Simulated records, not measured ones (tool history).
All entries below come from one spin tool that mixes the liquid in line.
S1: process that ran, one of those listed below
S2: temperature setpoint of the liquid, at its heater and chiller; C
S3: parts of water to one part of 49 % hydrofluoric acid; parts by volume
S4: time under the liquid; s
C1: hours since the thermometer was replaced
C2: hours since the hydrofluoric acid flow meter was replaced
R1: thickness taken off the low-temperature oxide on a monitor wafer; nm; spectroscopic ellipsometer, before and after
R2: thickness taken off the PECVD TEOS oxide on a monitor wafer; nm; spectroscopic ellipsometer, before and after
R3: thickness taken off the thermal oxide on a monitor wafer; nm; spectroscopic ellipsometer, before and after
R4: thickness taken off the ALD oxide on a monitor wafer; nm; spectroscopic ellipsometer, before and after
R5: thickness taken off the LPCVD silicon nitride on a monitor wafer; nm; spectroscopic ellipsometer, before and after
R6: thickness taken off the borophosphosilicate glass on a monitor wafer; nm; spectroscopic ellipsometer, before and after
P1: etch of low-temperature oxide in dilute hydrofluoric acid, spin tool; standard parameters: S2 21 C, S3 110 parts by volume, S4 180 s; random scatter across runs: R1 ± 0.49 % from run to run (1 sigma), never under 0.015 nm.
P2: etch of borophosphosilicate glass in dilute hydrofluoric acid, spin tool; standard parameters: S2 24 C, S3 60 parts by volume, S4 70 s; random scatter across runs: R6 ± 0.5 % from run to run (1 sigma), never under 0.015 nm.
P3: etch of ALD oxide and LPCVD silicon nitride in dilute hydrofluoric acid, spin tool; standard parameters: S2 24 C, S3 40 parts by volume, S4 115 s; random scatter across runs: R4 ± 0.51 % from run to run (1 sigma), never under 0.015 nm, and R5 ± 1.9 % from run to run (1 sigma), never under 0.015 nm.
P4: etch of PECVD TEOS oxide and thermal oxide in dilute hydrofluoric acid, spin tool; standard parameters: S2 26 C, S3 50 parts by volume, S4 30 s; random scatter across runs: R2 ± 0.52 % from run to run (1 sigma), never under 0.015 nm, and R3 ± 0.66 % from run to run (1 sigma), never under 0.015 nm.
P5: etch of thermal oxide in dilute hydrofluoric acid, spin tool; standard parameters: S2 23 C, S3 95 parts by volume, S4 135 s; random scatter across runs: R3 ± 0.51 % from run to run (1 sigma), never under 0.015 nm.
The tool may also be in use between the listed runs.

run	hour	S1	S2	S3	S4	C1	C2	R1	R2	R3	R4	R5	R6
1	2.2	P1	21	110	180	1465.7	1352.8	23.471					
2	4.5	P4	26	50	15	1468	1355.1		8.6259	1.6021			
3	7.6	P1	21	110	180	1471.1	1358.2	23.249					
4	11.9	P1	21	110	180	1475.4	1362.5	23.313					
5	14.9	P1	26	110	90	1478.4	1365.5	14.387					
6	18.9	P3	24	40	55	1482.4	1369.5				19.997	0.67342	
7	21.3	P5	23	95	135	1484.8	1371.9			6.6428			
8	24	P4	21	50	30	1487.5	1374.6		14.081	2.6073			
9	26.5	P3	24	75	115	1490	1377.1				21.278	0.76657	
10	28.7	P4	26	50	30	1492.2	1379.3		17.391	3.2562			
11	30.8	P5	23	95	135	1494.3	1381.4			6.6341			
12	35	P2	24	60	70	1498.5	1385.6						42.928
13	37.8	P5	23	50	135	1501.3	1388.4			13.399			
14	40.1	P3	24	40	115	1503.6	1390.7				41.73	1.3589	
15	42.1	P3	24	40	115	1505.6	1392.7				41.694	1.3631	
16	45.4	P5	17	95	135	1508.9	1396			5.1732			
17	48.7	P1	21	110	345	1512.2	1399.3	45.006					
18	51.4	P1	21	110	180	1514.9	1402	23.709					
19	54.8	P1	21	40	180	1518.3	1405.4	69.716					
20	58.6	P1	25.5	110	15	1522.1	1409.2	2.3547					
21	60.6	P5	23	95	75	1524.1	1411.2			3.6616			
22	63.5	P2	24	60	20	1527	1414.1						12.183
23	67.4	P2	24	110	70	1530.9	1418						21.888
24	69.7	P4	26	90	30	1533.2	1420.3		9.1714	1.6977			

Forecast run 25:
25	72.1	P1	17	110	180	1535.6	1422.7	?					

R1: 19.788 nm

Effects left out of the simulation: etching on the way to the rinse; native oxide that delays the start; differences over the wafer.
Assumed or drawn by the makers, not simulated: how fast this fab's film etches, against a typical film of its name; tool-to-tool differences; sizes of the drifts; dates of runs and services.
